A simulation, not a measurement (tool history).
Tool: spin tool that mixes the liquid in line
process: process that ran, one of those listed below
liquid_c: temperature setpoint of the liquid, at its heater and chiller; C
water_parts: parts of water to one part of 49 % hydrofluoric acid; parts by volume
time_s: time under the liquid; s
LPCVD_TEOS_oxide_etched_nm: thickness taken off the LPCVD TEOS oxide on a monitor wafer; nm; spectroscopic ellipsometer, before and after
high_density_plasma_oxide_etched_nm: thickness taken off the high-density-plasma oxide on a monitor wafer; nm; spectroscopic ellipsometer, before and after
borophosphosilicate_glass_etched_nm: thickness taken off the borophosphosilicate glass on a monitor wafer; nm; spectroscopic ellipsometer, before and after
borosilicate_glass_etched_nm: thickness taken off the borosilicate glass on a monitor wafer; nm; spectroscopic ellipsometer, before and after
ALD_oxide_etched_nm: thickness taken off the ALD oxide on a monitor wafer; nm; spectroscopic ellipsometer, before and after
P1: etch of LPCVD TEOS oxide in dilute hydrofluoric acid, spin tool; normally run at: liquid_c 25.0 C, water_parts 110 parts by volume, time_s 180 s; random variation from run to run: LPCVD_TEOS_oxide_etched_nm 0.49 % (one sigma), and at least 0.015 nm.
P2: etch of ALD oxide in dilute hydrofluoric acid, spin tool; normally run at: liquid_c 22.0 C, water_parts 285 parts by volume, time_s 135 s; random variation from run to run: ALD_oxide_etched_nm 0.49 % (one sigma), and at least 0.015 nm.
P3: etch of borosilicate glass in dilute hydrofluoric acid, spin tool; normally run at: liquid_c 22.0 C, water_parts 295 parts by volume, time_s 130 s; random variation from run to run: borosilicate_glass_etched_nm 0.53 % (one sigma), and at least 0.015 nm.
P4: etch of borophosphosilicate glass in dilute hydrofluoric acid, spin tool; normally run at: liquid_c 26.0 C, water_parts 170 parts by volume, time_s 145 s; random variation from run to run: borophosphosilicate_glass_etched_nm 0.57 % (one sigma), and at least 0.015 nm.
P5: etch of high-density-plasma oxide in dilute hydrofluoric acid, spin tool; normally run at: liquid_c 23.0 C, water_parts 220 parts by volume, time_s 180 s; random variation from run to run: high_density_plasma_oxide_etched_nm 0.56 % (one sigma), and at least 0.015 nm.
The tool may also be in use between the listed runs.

run,hour,process,liquid_c,water_parts,time_s,hours since the thermometer was replaced,hours since the hydrofluoric acid flow meter was replaced,LPCVD_TEOS_oxide_etched_nm,high_density_plasma_oxide_etched_nm,borophosphosilicate_glass_etched_nm,borosilicate_glass_etched_nm,ALD_oxide_etched_nm
1,14.8,P1,25.0,110,180,409.8,284.7,52.491,,,,
2,32.1,P5,23.0,40,180,427.1,302.0,,28.47000,,,
3,41.0,P1,25.0,55,270,436.0,310.9,168.700,,,,
4,55.4,P1,25.0,25,335,450.4,325.3,482.100,,,,
5,72.3,P4,26.0,170,145,467.3,342.2,,,40.470,,
6,83.5,P1,17.5,110,180,478.5,353.4,38.716,,,,
7,100.8,P3,22.0,295,15,495.8,370.7,,,,0.73597,
8,114.8,P1,25.0,110,180,509.8,384.7,52.381,,,,
9,126.3,P1,25.0,185,180,521.3,396.2,28.727,,,,
10,135.9,P4,26.0,170,255,530.9,405.8,,,71.524,,
11,150.0,P3,17.0,295,130,545.0,419.9,,,,5.36590,
12,158.8,P1,25.0,110,180,553.8,428.7,52.433,,,,
13,172.7,P2,22.0,440,135,567.7,442.6,,,,,2.7828
14,184.0,P3,22.0,75,130,579.0,453.9,,,,31.88000,
15,198.3,P2,22.0,285,255,593.3,468.2,,,,,9.2598
16,213.8,P1,25.0,110,180,608.8,483.7,52.242,,,,
17,229.2,P1,25.0,110,85,624.2,499.1,25.011,,,,
18,243.1,P1,25.0,110,180,638.1,513.0,52.579,,,,
19,252.1,P5,23.0,220,25,647.1,522.0,,0.57178,,,
20,264.8,P1,25.0,40,180,659.8,534.7,158.800,,,,
21,274.9,P1,17.5,110,60,669.9,544.8,12.861,,,,
22,283.0,P2,22.0,285,135,678.0,552.9,,,,,4.9047
23,295.6,P3,22.0,295,130,690.6,565.5,,,,6.47360,
# hour 305.1: hydrofluoric acid flow meter replaced
24,306.0,P2,22.0,285,135,701.0,0.9,,,,,4.8920
25,319.7,P1,32.5,110,180,714.7,14.6,70.083,,,,
26,335.2,P5,17.0,220,180,730.2,30.1,,3.32190,,,
27,352.9,P1,25.0,110,180,747.9,47.8,52.545,,,,
28,368.6,P4,26.0,270,145,763.6,63.5,,,22.969,,
29,380.1,P1,25.0,110,335,775.1,75.0,97.418,,,,
30,392.0,P1,25.0,110,180,787.0,86.9,52.724,,,,
31,400.8,P5,23.0,220,180,795.8,95.7,,4.17440,,,
32,409.7,P2,30.0,285,135,804.7,104.6,,,,,6.4782
33,424.0,P4,32.5,170,145,819.0,118.9,,,50.840,,
34,433.7,P1,25.0,110,180,828.7,128.6,52.148,,,,
35,445.6,P1,25.0,110,180,840.6,140.5,54.611,,,,
36,455.6,P1,25.0,110,180,850.6,150.5,55.107,,,,
37,473.4,P1,25.0,110,180,868.4,168.3,55.909,,,,
38,482.4,P1,25.0,110,180,877.4,177.3,56.019,,,,
39,492.1,P1,25.0,110,180,887.1,187.0,56.293,,,,
40,502.0,P1,25.0,110,180,897.0,196.9,56.516,,,,
41,512.0,P1,25.0,110,180,907.0,206.9,56.563,,,,
42,520.5,P1,25.0,110,180,915.5,215.4,56.626,,,,

What P1 gives has crept away from where it was. These 2 causes fit the log equally well, each at the size given:
A: hydrofluoric acid flow above the setpoint (%) = 6.93
B: liquid hotter than its thermometer reads (K) = 1.97
The creep began at about hour 433.7.

4 check runs are offered, each on 2 wafers whose results are averaged, their results left as question marks. Which one tells the causes apart?
check 1,529.0,P3,22.0,90,30,,,,,,?,
check 2,529.0,P5,19.0,220,180,,,,?,,,
check 3,529.0,P4,26.0,170,195,,,,,?,,
check 4,529.0,P2,28.0,385,135,,,,,,,?

What each check would give under each cause:
check,result,if A,if B
check 1,borosilicate_glass_etched_nm,6.51150,6.54680
check 2,high_density_plasma_oxide_etched_nm,3.90670,3.88600
check 3,borophosphosilicate_glass_etched_nm,58.828,58.360
check 4,ALD_oxide_etched_nm,4.4301,4.2963
How far apart the two closest causes lie, in the result that separates them most: check 1 0.54 %; check 2 0.53 %; check 3 0.8 %; check 4 3.07 %
Check 4 tells the causes apart: in the others they would give nearly the same result.

Then check 4 was run and gave: ALD_oxide_etched_nm 4.2673 nm. Which cause is it?

It is B: liquid hotter than its thermometer reads (K).
